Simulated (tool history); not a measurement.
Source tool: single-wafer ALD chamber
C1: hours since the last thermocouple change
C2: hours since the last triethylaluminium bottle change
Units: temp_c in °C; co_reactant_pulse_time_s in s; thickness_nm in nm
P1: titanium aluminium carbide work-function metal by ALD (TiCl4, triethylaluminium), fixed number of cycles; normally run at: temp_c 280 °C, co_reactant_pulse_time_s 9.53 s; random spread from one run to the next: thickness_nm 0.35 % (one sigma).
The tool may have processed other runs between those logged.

{"run": 1, "day": 0.462, "temp_c": 280, "co_reactant_pulse_time_s": 9.53, "C1": 1071.2, "C2": 193.6, "thickness_nm": 1.8515}
{"run": 2, "day": 0.883, "temp_c": 263, "co_reactant_pulse_time_s": 9.53, "C1": 1081.3, "C2": 203.7, "thickness_nm": 1.7049}
{"day": 1.158, "done": "triethylaluminium bottle replaced"}
{"run": 3, "day": 1.375, "temp_c": 301, "co_reactant_pulse_time_s": 12.53, "C1": 1093.1, "C2": 5.3, "thickness_nm": 2.0947}
{"run": 4, "day": 1.679, "temp_c": 280, "co_reactant_pulse_time_s": 9.53, "C1": 1100.4, "C2": 12.6, "thickness_nm": 1.8467}
{"day": 1.925, "done": "thermocouple changed; heater temperature recalibrated"}
{"run": 5, "day": 2.121, "temp_c": 280, "co_reactant_pulse_time_s": 4.03, "C1": 4.7, "C2": 23.2, "thickness_nm": 1.4531}
{"run": 6, "day": 2.567, "temp_c": 302, "co_reactant_pulse_time_s": 3.93, "C1": 15.4, "C2": 33.9, "thickness_nm": 1.5764}
{"run": 7, "day": 2.992, "temp_c": 280, "co_reactant_pulse_time_s": 12.39, "C1": 25.6, "C2": 44.1, "thickness_nm": 1.9033}
{"run": 8, "day": 3.4, "temp_c": 280, "co_reactant_pulse_time_s": 9.53, "C1": 35.4, "C2": 53.9, "thickness_nm": 1.8604}
{"run": 9, "day": 3.729, "temp_c": 280, "co_reactant_pulse_time_s": 9.53, "C1": 43.3, "C2": 61.8, "thickness_nm": 1.8553}
{"run": 10, "day": 4.154, "temp_c": 280, "co_reactant_pulse_time_s": 9.53, "C1": 53.5, "C2": 72, "thickness_nm": 1.8495}
{"run": 11, "day": 4.508, "temp_c": 303, "co_reactant_pulse_time_s": 9.53, "C1": 62, "C2": 80.5, "thickness_nm": 2.0621}
{"run": 12, "day": 4.954, "temp_c": 280, "co_reactant_pulse_time_s": 9.53, "C1": 72.7, "C2": 91.2, "thickness_nm": 1.8453}
{"run": 13, "day": 5.208, "temp_c": 280, "co_reactant_pulse_time_s": 9.53, "C1": 78.8, "C2": 97.3, "thickness_nm": 1.8515}
{"run": 14, "day": 5.617, "temp_c": 280, "co_reactant_pulse_time_s": 9.53, "C1": 88.6, "C2": 107.1, "thickness_nm": 1.8378}
{"run": 15, "day": 5.962, "temp_c": 280, "co_reactant_pulse_time_s": 9.53, "C1": 96.9, "C2": 115.4, "thickness_nm": 1.8343}
{"run": 16, "day": 6.421, "temp_c": 280, "co_reactant_pulse_time_s": 9.53, "C1": 107.9, "C2": 126.4, "thickness_nm": 1.8369}
{"run": 17, "day": 6.925, "temp_c": 280, "co_reactant_pulse_time_s": 9.53, "C1": 120, "C2": 138.5, "thickness_nm": 1.8246}
{"run": 18, "day": 7.288, "temp_c": 280, "co_reactant_pulse_time_s": 9.53, "C1": 128.7, "C2": 147.2, "thickness_nm": 1.8119}
{"run": 19, "day": 7.525, "temp_c": 280, "co_reactant_pulse_time_s": 9.53, "C1": 134.4, "C2": 152.9, "thickness_nm": 1.8097}
{"run": 20, "day": 7.971, "temp_c": 280, "co_reactant_pulse_time_s": 9.53, "C1": 145.1, "C2": 163.6, "thickness_nm": 1.8063}
{"run": 21, "day": 8.229, "temp_c": 280, "co_reactant_pulse_time_s": 9.53, "C1": 151.3, "C2": 169.8, "thickness_nm": 1.8103}
{"run": 22, "day": 8.467, "temp_c": 280, "co_reactant_pulse_time_s": 9.53, "C1": 157, "C2": 175.5, "thickness_nm": 1.8053}
{"run": 23, "day": 8.888, "temp_c": 280, "co_reactant_pulse_time_s": 9.53, "C1": 167.1, "C2": 185.6, "thickness_nm": 1.8112}

P1 no longer gives what it gave before; its output has crept away from where it was. The following 2 causes, each at its listed size, fit the log equally well:
A: triethylaluminium dose below that of a fresh bottle (%) = 13.8
B: wafer temperature below the value expected at the setpoint (K) = 4.8
Creep in the process output first set in at about day 5.208.

Which of the 4 check runs listed below separates the causes, so that each cause would produce a clearly different result? Each run uses one wafer, and its results are marked with question marks.
{"run": "check 1", "day": 9.308, "temp_c": 302, "co_reactant_pulse_time_s": 9.53, "thickness_nm": "?"}
{"run": "check 2", "day": 9.308, "temp_c": 280, "co_reactant_pulse_time_s": 4.65, "thickness_nm": "?"}
{"run": "check 3", "day": 9.308, "temp_c": 300, "co_reactant_pulse_time_s": 9.53, "thickness_nm": "?"}
{"run": "check 4", "day": 9.308, "temp_c": 301, "co_reactant_pulse_time_s": 12.03, "thickness_nm": "?"}

If the cause were each of the candidates in turn, the checks would give the following:
check=check_1 result=thickness_nm if_A=1.9981 if_B=2.0015
check=check_2 result=thickness_nm if_A=1.4407 if_B=1.5022
check=check_3 result=thickness_nm if_A=1.9809 if_B=1.9839
check=check_4 result=thickness_nm if_A=2.0548 if_B=2.0374
Per check, the gap between the least separated pair of causes, taken in the result that splits them most: check 1 0.17 %; check 2 4.18 %; check 3 0.15 %; check 4 0.85 %
Check 2 tells the causes apart: in the others they would give nearly the same result.

Check 2 was then run and gave: thickness_nm 1.4382 nm. Which cause is it?

It is A: triethylaluminium dose below that of a fresh bottle (%).

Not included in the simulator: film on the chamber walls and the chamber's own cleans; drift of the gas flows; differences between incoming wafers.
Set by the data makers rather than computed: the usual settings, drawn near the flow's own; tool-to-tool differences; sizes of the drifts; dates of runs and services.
